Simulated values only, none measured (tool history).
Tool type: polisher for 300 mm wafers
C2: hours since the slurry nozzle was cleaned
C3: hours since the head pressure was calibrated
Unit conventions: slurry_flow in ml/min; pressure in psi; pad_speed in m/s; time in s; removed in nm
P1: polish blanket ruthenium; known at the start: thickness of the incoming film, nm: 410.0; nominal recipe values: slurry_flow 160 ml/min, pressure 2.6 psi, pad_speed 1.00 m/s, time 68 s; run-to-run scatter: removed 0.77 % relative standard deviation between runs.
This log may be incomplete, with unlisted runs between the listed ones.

{"run": 1, "hour": 5.0, "slurry_flow": 160, "pressure": 2.6, "pad_speed": 1.0, "time": 68, "wafers polished on this pad": 630, "C2": 354.7, "C3": 227.0, "removed": 92.201}
{"run": 2, "hour": 7.6, "slurry_flow": 95, "pressure": 2.6, "pad_speed": 1.0, "time": 105, "wafers polished on this pad": 671, "C2": 357.3, "C3": 229.6, "removed": 126.63}
{"run": 3, "hour": 12.7, "slurry_flow": 160, "pressure": 2.6, "pad_speed": 0.44, "time": 68, "wafers polished on this pad": 750, "C2": 362.4, "C3": 234.7, "removed": 41.33}
{"run": 4, "hour": 17.7, "slurry_flow": 160, "pressure": 2.6, "pad_speed": 1.0, "time": 68, "wafers polished on this pad": 829, "C2": 367.4, "C3": 239.7, "removed": 92.448}
{"run": 5, "hour": 21.7, "slurry_flow": 160, "pressure": 2.6, "pad_speed": 1.0, "time": 45, "wafers polished on this pad": 891, "C2": 371.4, "C3": 243.7, "removed": 61.358}
{"run": 6, "hour": 26.1, "slurry_flow": 160, "pressure": 2.6, "pad_speed": 1.0, "time": 68, "wafers polished on this pad": 960, "C2": 375.8, "C3": 248.1, "removed": 92.396}
{"run": 7, "hour": 30.4, "slurry_flow": 160, "pressure": 2.6, "pad_speed": 1.0, "time": 105, "wafers polished on this pad": 1027, "C2": 380.1, "C3": 252.4, "removed": 145.12}
{"run": 8, "hour": 33.4, "slurry_flow": 250, "pressure": 2.6, "pad_speed": 1.0, "time": 68, "wafers polished on this pad": 1074, "C2": 383.1, "C3": 255.4, "removed": 98.483}
{"run": 9, "hour": 36.8, "slurry_flow": 160, "pressure": 2.6, "pad_speed": 1.0, "time": 68, "wafers polished on this pad": 1127, "C2": 386.5, "C3": 258.8, "removed": 91.809}
{"run": 10, "hour": 40.4, "slurry_flow": 160, "pressure": 2.6, "pad_speed": 1.0, "time": 68, "wafers polished on this pad": 1184, "C2": 390.1, "C3": 262.4, "removed": 91.963}
{"run": 11, "hour": 43.1, "slurry_flow": 160, "pressure": 2.6, "pad_speed": 1.0, "time": 68, "wafers polished on this pad": 1226, "C2": 392.8, "C3": 265.1, "removed": 92.74}
{"run": 12, "hour": 46.7, "slurry_flow": 95, "pressure": 2.6, "pad_speed": 0.48, "time": 68, "wafers polished on this pad": 1282, "C2": 396.4, "C3": 268.7, "removed": 39.754}
{"run": 13, "hour": 52.7, "slurry_flow": 160, "pressure": 3.5, "pad_speed": 1.0, "time": 68, "wafers polished on this pad": 1376, "C2": 402.4, "C3": 274.7, "removed": 122.96}
{"run": 14, "hour": 58.5, "slurry_flow": 95, "pressure": 2.6, "pad_speed": 1.0, "time": 68, "wafers polished on this pad": 1467, "C2": 408.2, "C3": 280.5, "removed": 83.375}
{"run": 15, "hour": 62.8, "slurry_flow": 160, "pressure": 2.6, "pad_speed": 1.38, "time": 68, "wafers polished on this pad": 1534, "C2": 412.5, "C3": 284.8, "removed": 126.04}
{"run": 16, "hour": 68.0, "slurry_flow": 160, "pressure": 1.8, "pad_speed": 1.0, "time": 68, "wafers polished on this pad": 1615, "C2": 417.7, "C3": 290.0, "removed": 63.847}
{"run": 17, "hour": 71.3, "slurry_flow": 160, "pressure": 2.6, "pad_speed": 1.0, "time": 68, "wafers polished on this pad": 1667, "C2": 421.0, "C3": 293.3, "removed": 93.371}

Run 18, settings as shown, results not yet in. Your forecast:
{"run": 18, "hour": 76.9, "slurry_flow": 160, "pressure": 2.6, "pad_speed": 1.0, "time": 68, "wafers polished on this pad": 1755, "C2": 426.6, "C3": 298.9, "removed": "?"}

{"run 18": {"removed": 88.318}}
